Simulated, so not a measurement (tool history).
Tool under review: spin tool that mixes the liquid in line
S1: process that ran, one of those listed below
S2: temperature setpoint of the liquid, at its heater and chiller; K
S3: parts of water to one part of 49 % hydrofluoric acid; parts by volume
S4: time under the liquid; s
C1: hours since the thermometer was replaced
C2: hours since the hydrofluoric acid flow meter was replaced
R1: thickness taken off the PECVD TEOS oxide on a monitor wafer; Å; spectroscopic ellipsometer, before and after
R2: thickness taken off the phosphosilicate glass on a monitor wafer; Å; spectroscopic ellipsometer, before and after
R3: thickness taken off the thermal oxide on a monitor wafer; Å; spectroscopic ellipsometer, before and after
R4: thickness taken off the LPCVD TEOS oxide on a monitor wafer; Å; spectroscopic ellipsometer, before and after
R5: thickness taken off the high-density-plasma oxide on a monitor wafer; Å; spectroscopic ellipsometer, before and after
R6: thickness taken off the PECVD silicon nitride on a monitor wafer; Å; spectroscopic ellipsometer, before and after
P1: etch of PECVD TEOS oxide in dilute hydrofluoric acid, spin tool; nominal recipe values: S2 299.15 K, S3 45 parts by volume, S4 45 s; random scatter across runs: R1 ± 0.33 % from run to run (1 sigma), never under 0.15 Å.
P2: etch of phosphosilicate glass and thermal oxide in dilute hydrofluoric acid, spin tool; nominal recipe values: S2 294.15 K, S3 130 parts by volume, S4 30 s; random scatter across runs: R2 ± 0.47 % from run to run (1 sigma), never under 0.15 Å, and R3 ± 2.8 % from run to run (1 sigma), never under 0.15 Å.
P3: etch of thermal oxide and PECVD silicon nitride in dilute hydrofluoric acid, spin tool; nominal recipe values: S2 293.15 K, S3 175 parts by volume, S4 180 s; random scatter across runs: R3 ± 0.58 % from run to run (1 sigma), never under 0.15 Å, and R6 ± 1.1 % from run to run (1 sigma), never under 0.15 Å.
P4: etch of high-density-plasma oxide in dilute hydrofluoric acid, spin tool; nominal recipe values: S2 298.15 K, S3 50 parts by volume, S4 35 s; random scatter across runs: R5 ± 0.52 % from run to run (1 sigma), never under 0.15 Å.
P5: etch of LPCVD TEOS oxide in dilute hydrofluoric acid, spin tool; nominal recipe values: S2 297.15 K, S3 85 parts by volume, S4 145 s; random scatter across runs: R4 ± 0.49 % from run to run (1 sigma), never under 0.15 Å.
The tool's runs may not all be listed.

run 1 hour=11.8 | S1=P1 S2=299.15 S3=45 S4=45 | C1=456.7 C2=780.3 | R1=123.840
run 2 hour=19.1 | S1=P1 S2=294.65 S3=20 S4=45 | C1=464.0 C2=787.6 | R1=240.210
run 3 hour=27.2 | S1=P2 S2=294.15 S3=25 S4=30 | C1=472.1 C2=795.7 | R2=1546.20 R3=53.5780
run 4 hour=38.7 | S1=P5 S2=297.15 S3=40 S4=145 | C1=483.6 C2=807.2 | R4=886.37
run 5 hour=47.3 | S1=P5 S2=297.15 S3=85 S4=145 | C1=492.2 C2=815.8 | R4=391.90
run 6 hour=56.7 | S1=P2 S2=290.15 S3=130 S4=30 | C1=501.6 C2=825.2 | R2=222.63 R3=7.8285
run 7 hour=66.4 | S1=P4 S2=298.15 S3=50 S4=35 | C1=511.3 C2=834.9 | R5=42.894
run 8 hour=72.9 | S1=P3 S2=293.15 S3=175 S4=180 | C1=517.8 C2=841.4 | R3=40.3170 R6=20.629
run 9 hour=79.7 | S1=P1 S2=299.15 S3=45 S4=45 | C1=524.6 C2=848.2 | R1=123.640
run 10 hour=85.7 | S1=P5 S2=297.15 S3=85 S4=280 | C1=530.6 C2=854.2 | R4=749.39
run 11 hour=92.0 | S1=P1 S2=299.15 S3=20 S4=45 | C1=536.9 C2=860.5 | R1=290.440
run 12 hour=100.2 | S1=P1 S2=299.15 S3=45 S4=20 | C1=545.1 C2=868.7 | R1=55.196
run 13 hour=109.5 | S1=P1 S2=299.15 S3=45 S4=45 | C1=554.4 C2=878.0 | R1=124.640
run 14 hour=118.1 | S1=P3 S2=293.15 S3=175 S4=305 | C1=563.0 C2=886.6 | R3=68.0630 R6=35.454
run 15 hour=126.7 | S1=P1 S2=307.15 S3=45 S4=45 | C1=571.6 C2=895.2 | R1=169.350
run 16 hour=139.5 | S1=P5 S2=303.15 S3=85 S4=145 | C1=584.4 C2=908.0 | R4=494.03
run 17 hour=148.8 | S1=P1 S2=299.15 S3=45 S4=45 | C1=593.7 C2=917.3 | R1=124.550
run 18 hour=155.4 | S1=P3 S2=290.15 S3=175 S4=180 | C1=600.3 C2=923.9 | R3=35.1780 R6=17.142
run 19 hour=162.0 | S1=P1 S2=299.15 S3=60 S4=45 | C1=606.9 C2=930.5 | R1=91.576
run 20 hour=172.9 | S1=P4 S2=298.15 S3=50 S4=65 | C1=617.8 C2=941.4 | R5=80.080
run 21 hour=183.5 | S1=P4 S2=298.15 S3=20 S4=35 | C1=628.4 C2=952.0 | R5=111.450
run 22 hour=189.5 | S1=P3 S2=293.15 S3=325 S4=180 | C1=634.4 C2=958.0 | R3=18.3870 R6=11.439
run 23 hour=199.9 | S1=P5 S2=297.15 S3=85 S4=145 | C1=644.8 C2=968.4 | R4=388.87
run 24 hour=211.0 | S1=P1 S2=299.15 S3=45 S4=85 | C1=655.9 C2=979.5 | R1=233.560
run 25 hour=219.7 | S1=P2 S2=294.15 S3=130 S4=30 | C1=664.6 C2=988.2 | R2=260.51 R3=9.0648
run 26 hour=232.2 | S1=P2 S2=294.15 S3=130 S4=60 | C1=677.1 C2=1000.7 | R2=524.66 R3=17.3310
run 27 hour=239.9 | S1=P1 S2=293.65 S3=45 S4=45 | C1=684.8 C2=1008.4 | R1=98.695

Estimate the outcome of run 28 from the log above:
run 28 hour=250.8 | S1=P3 S2=293.15 S3=175 S4=180 | C1=695.7 C2=1019.3 | R3=? R6=?

Logged for run 28: R3 40.0810 Å, R6 20.491 Å.
